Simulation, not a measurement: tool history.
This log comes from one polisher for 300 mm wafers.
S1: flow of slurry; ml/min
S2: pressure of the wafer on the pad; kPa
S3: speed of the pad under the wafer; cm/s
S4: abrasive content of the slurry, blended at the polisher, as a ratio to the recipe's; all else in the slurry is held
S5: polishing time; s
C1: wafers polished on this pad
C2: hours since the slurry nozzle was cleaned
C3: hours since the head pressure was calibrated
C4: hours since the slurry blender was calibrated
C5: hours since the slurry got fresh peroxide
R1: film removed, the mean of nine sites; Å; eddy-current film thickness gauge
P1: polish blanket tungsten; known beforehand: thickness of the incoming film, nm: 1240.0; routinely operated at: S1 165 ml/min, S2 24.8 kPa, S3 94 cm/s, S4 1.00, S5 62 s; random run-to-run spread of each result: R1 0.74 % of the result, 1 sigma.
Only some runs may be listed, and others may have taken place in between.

run   hour   S1    S2   S3    S4  S5    C1     C2     C3     C4     C5      R1
  1    7.6  165  24.8   94  1.00  62   617  489.0  404.0  267.0  103.8  2131.3
  2   11.6  165  24.8   94  1.00  62   668  493.0  408.0  271.0  107.8  2137.7
  3   16.5  165  33.8   94  1.00  62   730  497.9  412.9  275.9  112.7  2918.7
  4   20.6  235  24.8   94  1.00  62   783  502.0  417.0  280.0  116.8  2225.8
  5   24.3  165  24.8   94  1.00  62   830  505.7  420.7  283.7  120.5  2144.7
  6   31.7  165  13.8   94  1.00  62   924  513.1  428.1  291.1  127.9  1175.8
  7   38.6  165  24.8   46  1.00  62  1012  520.0  435.0  298.0  134.8  1048.5
  8   43.7  165  24.8   94  1.45  62  1077  525.1  440.1  303.1  139.9  2329.0
  9   48.4  165  24.8  138  1.00  62  1137  529.8  444.8  307.8  144.6  3136.9
 10   53.8  165  13.8  116  1.00  62  1206  535.2  450.2  313.2  150.0  1464.2
 11   57.6  165  24.8   94  1.45  79  1254  539.0  454.0  317.0  153.8  2980.2
 12   63.5  165  24.8   94  1.00  31  1329  544.9  459.9  322.9  159.7  1071.5
 13   70.1  100  24.8   94  1.00  62  1413  551.5  466.5  329.5  166.3  1929.8
 14   77.5  165  24.8   94  1.00  62  1508  558.9  473.9  336.9  173.7  2119.2
 15   82.6  165  24.8   94  1.00  94  1573  564.0  479.0  342.0  178.8  3280.7
 16   87.5  165  18.6  138  1.00  62  1635  568.9  483.9  346.9  183.7  2375.0
 17   94.7  165  24.8   94  0.75  62  1727  576.1  491.1  354.1  190.9  2002.0
 18  102.4  165  24.8   94  1.00  62  1825  583.8  498.8  361.8  198.6  2154.4
 19  107.8  165  24.8   94  1.00  62  1894  589.2  504.2  367.2  204.0  2099.3
 20  112.8  165  24.8   94  1.00  62  1958  594.2  509.2  372.2  209.0  2065.1
 21  119.2  165  24.8   94  1.00  62  2039  600.6  515.6  378.6  215.4  2007.4
     119.7  -- head pressure recalibrated
     121.0  -- slurry tank refilled with fresh slurry and peroxide
 22  125.0  165  24.8   94  1.00  62  2113  606.4    5.4  384.4    4.1  2014.4
 23  131.1  165  24.8   94  1.00  62  2191  612.5   11.5  390.5   10.2  1977.1
     133.4  -- worn pad replaced by a new one
 24  137.7  165  24.8   94  1.00  62    55  619.1   18.1  397.1   16.8  1955.0
 25  145.1  165  24.8   94  1.00  62   150  626.5   25.5  404.5   24.2  1977.6

What P1 gives has crept away from where it was. These 2 causes fit the log equally well, each at the size given:
A: abrasive missing from the slurry, % = 27.5
B: slurry flow missing at the pad, % = 32.7
The drift started at roughly hour 102.4.
What rules out each remaining cause:
removal rate lost through wear of the pad, %: serviced after onset, at hour 133.4, with no recovery of the prior output
head's pressure below its setpoint, %: serviced after onset, at hour 119.7, with no recovery of the prior output
peroxide lost from the slurry, %: serviced after onset, at hour 121.0, with no recovery of the prior output

Consider the 4 check runs below, whose results appear as question marks and each of which averages 2 wafers. Which one distinguishes the causes, in that each cause would give it a clearly different result?
check 1  152.5  100  32.4   94  1.00  62                       ?
check 2  152.5  165  24.8  118  1.00  84                       ?
check 3  152.5  165  24.8  130  1.00  91                       ?
check 4  152.5  165  24.8   94  1.25  44                       ?

What each check would give under each cause:
  check  result    if A    if B
check 1      R1  2351.7  2255.5
check 2      R1  3384.2  3384.2
check 3      R1  4039.1  4039.1
check 4      R1  1487.0  1489.5
Distance between the nearest two causes, measured in the result of the check that separates them most: check 1 4.18 %; check 2 0 %; check 3 0 %; check 4 0.17 %
Only in check 1 would the causes give clearly different results; in the remaining checks their results would be nearly the same.

Then check 1 was run and gave: R1 2367.6 Å. Which cause is it?

The cause is A: abrasive missing from the slurry, %.
